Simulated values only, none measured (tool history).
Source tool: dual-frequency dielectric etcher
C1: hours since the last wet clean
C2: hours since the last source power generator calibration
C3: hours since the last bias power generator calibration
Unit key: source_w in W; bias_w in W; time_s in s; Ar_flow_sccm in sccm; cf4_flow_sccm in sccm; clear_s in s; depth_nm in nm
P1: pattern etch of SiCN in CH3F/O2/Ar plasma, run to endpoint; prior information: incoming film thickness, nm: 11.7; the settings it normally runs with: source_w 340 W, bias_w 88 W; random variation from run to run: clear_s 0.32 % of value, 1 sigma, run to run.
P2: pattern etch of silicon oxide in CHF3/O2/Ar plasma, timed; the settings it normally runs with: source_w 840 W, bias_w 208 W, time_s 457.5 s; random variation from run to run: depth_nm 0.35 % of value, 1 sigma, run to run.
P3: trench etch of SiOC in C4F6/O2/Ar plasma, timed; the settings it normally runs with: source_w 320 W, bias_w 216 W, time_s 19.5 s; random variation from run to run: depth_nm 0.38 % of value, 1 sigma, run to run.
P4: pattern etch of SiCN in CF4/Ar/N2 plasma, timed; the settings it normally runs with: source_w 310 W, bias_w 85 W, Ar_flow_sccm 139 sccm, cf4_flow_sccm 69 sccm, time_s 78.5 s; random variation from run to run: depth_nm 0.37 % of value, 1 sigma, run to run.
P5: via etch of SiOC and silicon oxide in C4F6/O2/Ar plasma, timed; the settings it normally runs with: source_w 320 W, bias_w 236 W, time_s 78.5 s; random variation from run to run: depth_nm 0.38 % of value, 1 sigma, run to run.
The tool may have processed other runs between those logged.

run 1 day=0.121 | process=P1 source_w=340 bias_w=88 | C1=237.4 C2=1847.6 C3=782.7 | clear_s=31.029
run 2 day=0.288 | process=P1 source_w=340 bias_w=88 | C1=241.4 C2=1851.6 C3=786.7 | clear_s=31.207
run 3 day=0.396 | process=P3 source_w=320 bias_w=176 time_s=19.5 | C1=244.0 C2=1854.2 C3=789.3 | depth_nm=36.393
run 4 day=0.517 | process=P4 source_w=310 bias_w=85 time_s=96.5 Ar_flow_sccm=139 cf4_flow_sccm=69 | C1=246.9 C2=1857.1 C3=792.2 | depth_nm=61.214
run 5 day=0.704 | process=P2 source_w=540 bias_w=208 time_s=457.5 | C1=251.4 C2=1861.6 C3=796.7 | depth_nm=925.720
run 6 day=0.808 | process=P4 source_w=310 bias_w=105 time_s=78.5 Ar_flow_sccm=139 cf4_flow_sccm=69 | C1=253.9 C2=1864.1 C3=799.2 | depth_nm=53.882
run 7 day=1.042 | process=P1 source_w=340 bias_w=63 | C1=259.5 C2=1869.7 C3=804.8 | clear_s=34.819
run 8 day=1.146 | process=P2 source_w=840 bias_w=208 time_s=457.5 | C1=262.0 C2=1872.2 C3=807.3 | depth_nm=1101.800
run 9 day=1.317 | process=P5 source_w=430 bias_w=236 time_s=78.5 | C1=266.1 C2=1876.3 C3=811.4 | depth_nm=98.452
run 10 day=1.492 | process=P2 source_w=840 bias_w=246 time_s=457.5 | C1=270.3 C2=1880.5 C3=815.6 | depth_nm=1165.000
run 11 day=1.621 | process=P1 source_w=340 bias_w=88 | C1=273.4 C2=1883.6 C3=818.7 | clear_s=30.974
run 12 day=1.733 | process=P5 source_w=320 bias_w=166 time_s=78.5 | C1=276.1 C2=1886.3 C3=821.4 | depth_nm=78.027
run 13 day=1.908 | process=P1 source_w=260 bias_w=88 | C1=280.3 C2=1890.5 C3=825.6 | clear_s=34.257
run 14 day=2.050 | process=P1 source_w=340 bias_w=88 | C1=283.7 C2=1893.9 C3=829.0 | clear_s=31.109
run 15 day=2.162 | process=P5 source_w=320 bias_w=236 time_s=43.0 | C1=286.4 C2=1896.6 C3=831.7 | depth_nm=48.373
run 16 day=2.338 | process=P2 source_w=840 bias_w=208 time_s=350.0 | C1=290.6 C2=1900.8 C3=835.9 | depth_nm=844.330
run 17 day=2.533 | process=P1 source_w=340 bias_w=122 | C1=295.3 C2=1905.5 C3=840.6 | clear_s=27.561
run 18 day=2.679 | process=P5 source_w=320 bias_w=236 time_s=78.5 | C1=298.8 C2=1909.0 C3=844.1 | depth_nm=88.364
run 19 day=2.892 | process=P3 source_w=320 bias_w=216 time_s=19.5 | C1=303.9 C2=1914.1 C3=849.2 | depth_nm=38.869
run 20 day=3.088 | process=P2 source_w=840 bias_w=208 time_s=457.5 | C1=308.6 C2=1918.8 C3=853.9 | depth_nm=1100.000
run 21 day=3.212 | process=P1 source_w=460 bias_w=88 | C1=311.6 C2=1921.8 C3=856.9 | clear_s=27.944
run 22 day=3.354 | process=P4 source_w=400 bias_w=85 time_s=78.5 Ar_flow_sccm=139 cf4_flow_sccm=69 | C1=315.0 C2=1925.2 C3=860.3 | depth_nm=61.752
run 23 day=3.554 | process=P4 source_w=310 bias_w=85 time_s=78.5 Ar_flow_sccm=139 cf4_flow_sccm=42 | C1=319.8 C2=1930.0 C3=865.1 | depth_nm=46.231
run 24 day=3.658 | process=P4 source_w=310 bias_w=85 time_s=78.5 Ar_flow_sccm=139 cf4_flow_sccm=69 | C1=322.3 C2=1932.5 C3=867.6 | depth_nm=49.730
run 25 day=3.758 | process=P1 source_w=340 bias_w=88 | C1=324.7 C2=1934.9 C3=870.0 | clear_s=31.086
run 26 day=3.942 | process=P3 source_w=320 bias_w=216 time_s=14.0 | C1=329.1 C2=1939.3 C3=874.4 | depth_nm=28.152
run 27 day=4.079 | process=P3 source_w=320 bias_w=216 time_s=19.5 | C1=332.4 C2=1942.6 C3=877.7 | depth_nm=39.033
run 28 day=4.238 | process=P1 source_w=340 bias_w=88 | C1=336.2 C2=1946.4 C3=881.5 | clear_s=31.019
run 29 day=4.350 | process=P1 source_w=410 bias_w=108 | C1=338.9 C2=1949.1 C3=884.2 | clear_s=26.904
run 30 day=4.517 | process=P5 source_w=320 bias_w=236 time_s=78.5 | C1=342.9 C2=1953.1 C3=888.2 | depth_nm=87.397
run 31 day=4.717 | process=P4 source_w=310 bias_w=85 time_s=78.5 Ar_flow_sccm=103 cf4_flow_sccm=69 | C1=347.7 C2=1957.9 C3=893.0 | depth_nm=52.003
run 32 day=4.871 | process=P3 source_w=420 bias_w=216 time_s=19.5 | C1=351.4 C2=1961.6 C3=896.7 | depth_nm=43.098
run 33 day=5.054 | process=P1 source_w=340 bias_w=88 | C1=355.8 C2=1966.0 C3=901.1 | clear_s=30.969
run 34 day=5.208 | process=P1 source_w=340 bias_w=88 | C1=359.5 C2=1969.7 C3=904.8 | clear_s=30.985
run 35 day=5.392 | process=P1 source_w=340 bias_w=88 | C1=363.9 C2=1974.1 C3=909.2 | clear_s=30.734
run 36 day=5.567 | process=P1 source_w=340 bias_w=88 | C1=368.1 C2=1978.3 C3=913.4 | clear_s=30.749
run 37 day=5.788 | process=P1 source_w=340 bias_w=88 | C1=373.4 C2=1983.6 C3=918.7 | clear_s=30.664
-- day=5.858 wet clean of the chamber
run 38 day=5.958 | process=P1 source_w=340 bias_w=88 | C1=2.5 C2=1987.7 C3=922.8 | clear_s=30.661
run 39 day=6.075 | process=P1 source_w=340 bias_w=88 | C1=5.3 C2=1990.5 C3=925.6 | clear_s=30.550
run 40 day=6.233 | process=P1 source_w=340 bias_w=88 | C1=9.1 C2=1994.3 C3=929.4 | clear_s=30.699
run 41 day=6.367 | process=P1 source_w=340 bias_w=88 | C1=12.3 C2=1997.5 C3=932.6 | clear_s=30.416
run 42 day=6.533 | process=P1 source_w=340 bias_w=88 | C1=16.3 C2=2001.5 C3=936.6 | clear_s=30.900

P1 no longer gives what it gave before; its output has crept away from where it was. The following 2 causes, each at its listed size, fit the log equally well:
A: bias power that arrives over what is set, % = 4.39
B: source power that arrives over what is set, % = 4.43
The gradual shift began around day 5.054.
What rules out each remaining cause:
chamber walls in a state that raises the etch rate, %: work on it at day 5.858, done after the drift set in, did not restore what the process gave before

Below are 4 check runs, each averaged over 2 wafers, with their results shown as question marks. Which of them would give clearly different results depending on which cause is behind the drift?
run check 1 day=6.700 | process=P2 source_w=840 bias_w=208 time_s=457.5 | depth_nm=?
run check 2 day=6.700 | process=P3 source_w=320 bias_w=216 time_s=19.5 | depth_nm=?
run check 3 day=6.700 | process=P4 source_w=310 bias_w=85 time_s=78.5 Ar_flow_sccm=139 cf4_flow_sccm=69 | depth_nm=?
run check 4 day=6.700 | process=P5 source_w=320 bias_w=236 time_s=78.5 | depth_nm=?

Check results expected under each cause:
check=check_1 result=depth_nm if_A=1114.900 if_B=1117.200
check=check_2 result=depth_nm if_A=39.619 if_B=39.707
check=check_3 result=depth_nm if_A=50.548 if_B=51.618
check=check_4 result=depth_nm if_A=89.395 if_B=89.539
Smallest distance between any two causes, each pair judged by its most separating result, in per cent: check 1 0.2 %; check 2 0.22 %; check 3 2.09 %; check 4 0.16 %
Check 3 is the one run that separates the causes; every other check would come out nearly the same whichever cause is at work.

Check 3 was carried out, with these results: depth_nm 51.484 nm. Which of the listed causes is responsible?

It is B: source power that arrives over what is set, %.

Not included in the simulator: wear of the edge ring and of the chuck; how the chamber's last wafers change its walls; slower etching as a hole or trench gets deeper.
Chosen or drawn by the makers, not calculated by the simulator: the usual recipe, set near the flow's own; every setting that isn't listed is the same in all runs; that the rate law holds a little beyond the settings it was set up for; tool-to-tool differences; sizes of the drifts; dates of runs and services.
